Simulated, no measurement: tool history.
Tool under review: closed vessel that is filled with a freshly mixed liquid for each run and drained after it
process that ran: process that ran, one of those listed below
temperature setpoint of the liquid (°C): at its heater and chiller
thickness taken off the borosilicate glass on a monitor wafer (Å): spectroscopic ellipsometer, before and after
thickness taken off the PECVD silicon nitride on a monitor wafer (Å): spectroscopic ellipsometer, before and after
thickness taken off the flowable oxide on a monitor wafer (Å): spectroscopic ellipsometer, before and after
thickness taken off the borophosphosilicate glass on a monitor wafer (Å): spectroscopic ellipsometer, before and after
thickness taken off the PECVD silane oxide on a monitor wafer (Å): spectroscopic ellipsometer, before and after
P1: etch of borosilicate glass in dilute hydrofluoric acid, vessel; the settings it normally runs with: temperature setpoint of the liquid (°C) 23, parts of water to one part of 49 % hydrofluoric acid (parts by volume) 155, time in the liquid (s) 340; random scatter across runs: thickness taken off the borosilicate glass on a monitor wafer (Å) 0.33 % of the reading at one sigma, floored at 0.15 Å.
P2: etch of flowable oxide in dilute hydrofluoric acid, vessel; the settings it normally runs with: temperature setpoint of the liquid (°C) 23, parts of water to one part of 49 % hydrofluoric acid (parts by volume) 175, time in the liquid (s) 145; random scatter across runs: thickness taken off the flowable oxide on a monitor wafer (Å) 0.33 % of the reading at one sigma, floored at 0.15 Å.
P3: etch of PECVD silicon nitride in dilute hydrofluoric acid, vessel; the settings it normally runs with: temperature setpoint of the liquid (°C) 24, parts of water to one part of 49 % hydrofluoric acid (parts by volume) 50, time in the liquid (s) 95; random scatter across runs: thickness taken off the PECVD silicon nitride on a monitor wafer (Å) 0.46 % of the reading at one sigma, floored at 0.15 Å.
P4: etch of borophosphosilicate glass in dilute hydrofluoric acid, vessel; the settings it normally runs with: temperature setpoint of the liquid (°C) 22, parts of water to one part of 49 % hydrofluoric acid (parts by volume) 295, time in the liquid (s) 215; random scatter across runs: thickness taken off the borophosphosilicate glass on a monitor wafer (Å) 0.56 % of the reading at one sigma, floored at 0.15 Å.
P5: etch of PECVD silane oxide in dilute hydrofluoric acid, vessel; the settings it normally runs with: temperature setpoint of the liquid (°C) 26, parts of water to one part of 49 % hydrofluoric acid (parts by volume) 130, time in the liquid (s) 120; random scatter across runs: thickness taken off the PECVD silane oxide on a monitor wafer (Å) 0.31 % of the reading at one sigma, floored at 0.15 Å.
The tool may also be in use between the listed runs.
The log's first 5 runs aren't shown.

| run | day | process that ran | temperature setpoint of the liquid (°C) | parts of water to one part of 49 % hydrofluoric acid (parts by volume) | time in the liquid (s) | hours since the thermometer was replaced | hours since the hydrofluoric acid flow meter was replaced | thickness taken off the borosilicate glass on a monitor wafer (Å) | thickness taken off the PECVD silicon nitride on a monitor wafer (Å) | thickness taken off the flowable oxide on a monitor wafer (Å) | thickness taken off the borophosphosilicate glass on a monitor wafer (Å) | thickness taken off the PECVD silane oxide on a monitor wafer (Å) |
|---|---|---|---|---|---|---|---|---|---|---|---|---|
| 6 | 1.858 | P2 | 23 | 175 | 145 | 372.4 | 426.2 |  |  | 348.98 |  |  |
| 7 | 2.067 | P4 | 22 | 295 | 215 | 377.4 | 431.2 |  |  |  | 204.68 |  |
| 8 | 2.279 | P3 | 24 | 30 | 95 | 382.5 | 436.3 |  | 77.67 |  |  |  |
| 9 | 2.542 | P1 | 23 | 155 | 340 | 388.8 | 442.6 | 506.44 |  |  |  |  |
| 10 | 2.85 | P2 | 18.5 | 175 | 145 | 396.2 | 450 |  |  | 293.67 |  |  |
| 11 | 3.108 | P2 | 23 | 175 | 30 | 402.4 | 456.2 |  |  | 72.51 |  |  |
| 12 | 3.446 | P5 | 26 | 130 | 60 | 410.5 | 464.3 |  |  |  |  | 114.39 |
| 13 | 3.638 | P4 | 22 | 295 | 105 | 415.1 | 468.9 |  |  |  | 98.717 |  |
| 14 | 3.854 | P5 | 18 | 130 | 120 | 420.3 | 474.1 |  |  |  |  | 167.32 |
| 15 | 4.104 | P5 | 26 | 240 | 120 | 426.3 | 480.1 |  |  |  |  | 109.37 |
| 16 | 4.417 | P2 | 23 | 50 | 145 | 433.8 | 487.6 |  |  | 1422.1 |  |  |
| 17 | 4.854 | P3 | 29 | 50 | 95 | 444.3 | 498.1 |  | 65.355 |  |  |  |
| 18 | 5.167 | P4 | 18 | 295 | 215 | 451.8 | 505.6 |  |  |  | 176.13 |  |
| 19 | 5.562 | P1 | 17 | 155 | 340 | 461.3 | 515.1 | 400.24 |  |  |  |  |
| 20 | 5.908 | P1 | 23 | 155 | 340 | 469.6 | 523.4 | 508.09 |  |  |  |  |
| 21 | 6.129 | P4 | 22 | 420 | 215 | 474.9 | 528.7 |  |  |  | 127.87 |  |
| 22 | 6.525 | P1 | 23 | 155 | 340 | 484.4 | 538.2 | 506.61 |  |  |  |  |
| 23 | 6.742 | P1 | 23 | 155 | 30 | 489.6 | 543.4 | 44.502 |  |  |  |  |

Predict the results of run 24:
| 24 | 7.129 | P1 | 30 | 155 | 340 | 498.9 | 552.7 | ? |  |  |  |  |

{"run 24": {"thickness taken off the borosilicate glass on a monitor wafer (Å)": 655.12}}
